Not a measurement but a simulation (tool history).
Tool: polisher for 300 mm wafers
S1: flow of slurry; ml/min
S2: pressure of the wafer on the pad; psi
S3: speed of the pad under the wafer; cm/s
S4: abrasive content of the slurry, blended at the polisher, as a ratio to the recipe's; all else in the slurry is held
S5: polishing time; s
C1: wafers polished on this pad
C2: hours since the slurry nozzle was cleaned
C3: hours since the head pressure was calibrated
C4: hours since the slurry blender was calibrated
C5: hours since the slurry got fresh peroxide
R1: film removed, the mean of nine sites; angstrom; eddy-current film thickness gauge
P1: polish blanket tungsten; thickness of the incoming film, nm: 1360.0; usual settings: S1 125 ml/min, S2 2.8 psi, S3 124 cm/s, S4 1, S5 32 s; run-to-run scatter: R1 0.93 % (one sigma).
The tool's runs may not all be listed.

| run | hour | S1 | S2 | S3 | S4 | S5 | C1 | C2 | C3 | C4 | C5 | R1 |
|---|---|---|---|---|---|---|---|---|---|---|---|---|
| 1 | 8.2 | 125 | 2.8 | 124 | 1 | 32 | 405 | 45 | 185.2 | 392 | 58.6 | 1619.8 |
| 2 | 18.8 | 125 | 2.8 | 124 | 1 | 32 | 581 | 55.6 | 195.8 | 402.6 | 69.2 | 1616.8 |
| 3 | 24.1 | 125 | 2.8 | 186 | 1 | 32 | 670 | 60.9 | 201.1 | 407.9 | 74.5 | 2389.5 |
| 4 | 35.7 | 125 | 2.8 | 124 | 0.6 | 32 | 863 | 72.5 | 212.7 | 419.5 | 86.1 | 1421.3 |
| 5 | 45.9 | 125 | 2.8 | 124 | 1 | 14 | 1033 | 82.7 | 222.9 | 429.7 | 96.3 | 709.02 |
|  | 46.4 | slurry nozzle cleaned |
| 6 | 56.6 | 125 | 2.8 | 124 | 1 | 32 | 1211 | 10.3 | 233.6 | 440.4 | 107 | 1591.3 |
| 7 | 64.1 | 185 | 2.8 | 124 | 1 | 32 | 1336 | 17.8 | 241.1 | 447.9 | 114.5 | 1713.8 |
| 8 | 70.7 | 125 | 1.6 | 124 | 1 | 32 | 1446 | 24.4 | 247.7 | 454.5 | 121.1 | 919.08 |
|  | 76.8 | worn pad replaced by a new one |
| 9 | 78.3 | 125 | 2.8 | 70 | 1 | 32 | 26 | 32 | 255.3 | 462.1 | 128.7 | 918.91 |
| 10 | 83.4 | 125 | 2.8 | 124 | 1 | 32 | 111 | 37.1 | 260.4 | 467.2 | 133.8 | 1611.4 |
| 11 | 93.1 | 125 | 2.8 | 124 | 1 | 32 | 272 | 46.8 | 270.1 | 476.9 | 143.5 | 1624.3 |
| 12 | 103.2 | 125 | 3.5 | 124 | 1 | 17 | 441 | 56.9 | 280.2 | 487 | 153.6 | 1053.3 |
| 13 | 109.6 | 125 | 2.8 | 124 | 1.3 | 32 | 547 | 63.3 | 286.6 | 493.4 | 160 | 1712.5 |
| 14 | 119.6 | 75 | 2.8 | 124 | 1 | 32 | 714 | 73.3 | 296.6 | 503.4 | 170 | 1404.6 |
| 15 | 125.9 | 125 | 4 | 124 | 1 | 32 | 819 | 79.6 | 302.9 | 509.7 | 176.3 | 2299.8 |
| 16 | 137.2 | 125 | 2.8 | 124 | 1 | 42 | 1007 | 90.9 | 314.2 | 521 | 187.6 | 2143.1 |
| 17 | 142.6 | 125 | 2.8 | 124 | 1 | 32 | 1097 | 96.3 | 319.6 | 526.4 | 193 | 1621.2 |
| 18 | 150.5 | 125 | 2.8 | 124 | 1 | 32 | 1228 | 104.2 | 327.5 | 534.3 | 200.9 | 1632.4 |
| 19 | 159.1 | 125 | 2.8 | 124 | 1 | 32 | 1371 | 112.8 | 336.1 | 542.9 | 209.5 | 1603.5 |
| 20 | 165.7 | 125 | 2.8 | 124 | 1 | 32 | 1481 | 119.4 | 342.7 | 549.5 | 216.1 | 1542.3 |
|  | 175 | head pressure recalibrated |
| 21 | 176.1 | 125 | 2.8 | 124 | 1 | 32 | 1655 | 129.8 | 1.2 | 559.9 | 226.5 | 1513.1 |
| 22 | 182.1 | 125 | 2.8 | 124 | 1 | 32 | 1754 | 135.8 | 7.2 | 565.9 | 232.5 | 1533 |
|  | 187.1 | worn pad replaced by a new one |
| 23 | 190.9 | 125 | 2.8 | 124 | 1 | 32 | 63 | 144.6 | 16 | 574.7 | 241.3 | 1487.7 |
|  | 194.2 | slurry tank refilled with fresh slurry and peroxide |
| 24 | 202.3 | 125 | 2.8 | 124 | 1 | 32 | 253 | 156 | 27.4 | 586.1 | 8.2 | 1503.6 |
| 25 | 213.5 | 125 | 2.8 | 124 | 1 | 32 | 440 | 167.2 | 38.6 | 597.3 | 19.4 | 1504.2 |
| 26 | 218.7 | 125 | 2.8 | 124 | 1 | 32 | 526 | 172.4 | 43.8 | 602.5 | 24.6 | 1493.2 |

What P1 gives has crept away from where it was. These 2 causes fit the log equally well, each at the size given:
A: slurry flow missing at the pad, % = 26.3
B: abrasive missing from the slurry, % = 26.4
The creep began at about hour 150.5.
Why every other cause is out:
removal rate lost through wear of the pad, %: serviced at hour 187.1, which brought nothing back
head's pressure below its setpoint, %: serviced at hour 175, which brought nothing back
peroxide lost from the slurry, %: serviced at hour 194.2, which brought nothing back

4 check runs are offered, each on 3 wafers whose results are averaged, their results left as question marks. Which one tells the causes apart?
| check 1 | 223.9 | 125 | 1.9 | 162 | 1 | 32 |  |  |  |  |  | ? |
| check 2 | 223.9 | 125 | 3.7 | 124 | 1 | 32 |  |  |  |  |  | ? |
| check 3 | 223.9 | 125 | 3.8 | 124 | 1 | 32 |  |  |  |  |  | ? |
| check 4 | 223.9 | 75 | 2.8 | 124 | 1 | 17 |  |  |  |  |  | ? |

What each check would give under each cause:
| check | result | if A | if B |
|---|---|---|---|
| check 1 | R1 | 1331 | 1331.1 |
| check 2 | R1 | 1984 | 1984.2 |
| check 3 | R1 | 2037.6 | 2037.8 |
| check 4 | R1 | 672.24 | 699.25 |
How far apart the two closest causes lie, in the result that separates them most: check 1 0.01 %; check 2 0.01 %; check 3 0.01 %; check 4 3.94 %
Check 4 tells the causes apart: in the others they would give nearly the same result.

Check 4 was then run and gave: R1 702.46 angstrom. Which cause is it?

It is B: abrasive missing from the slurry, %.
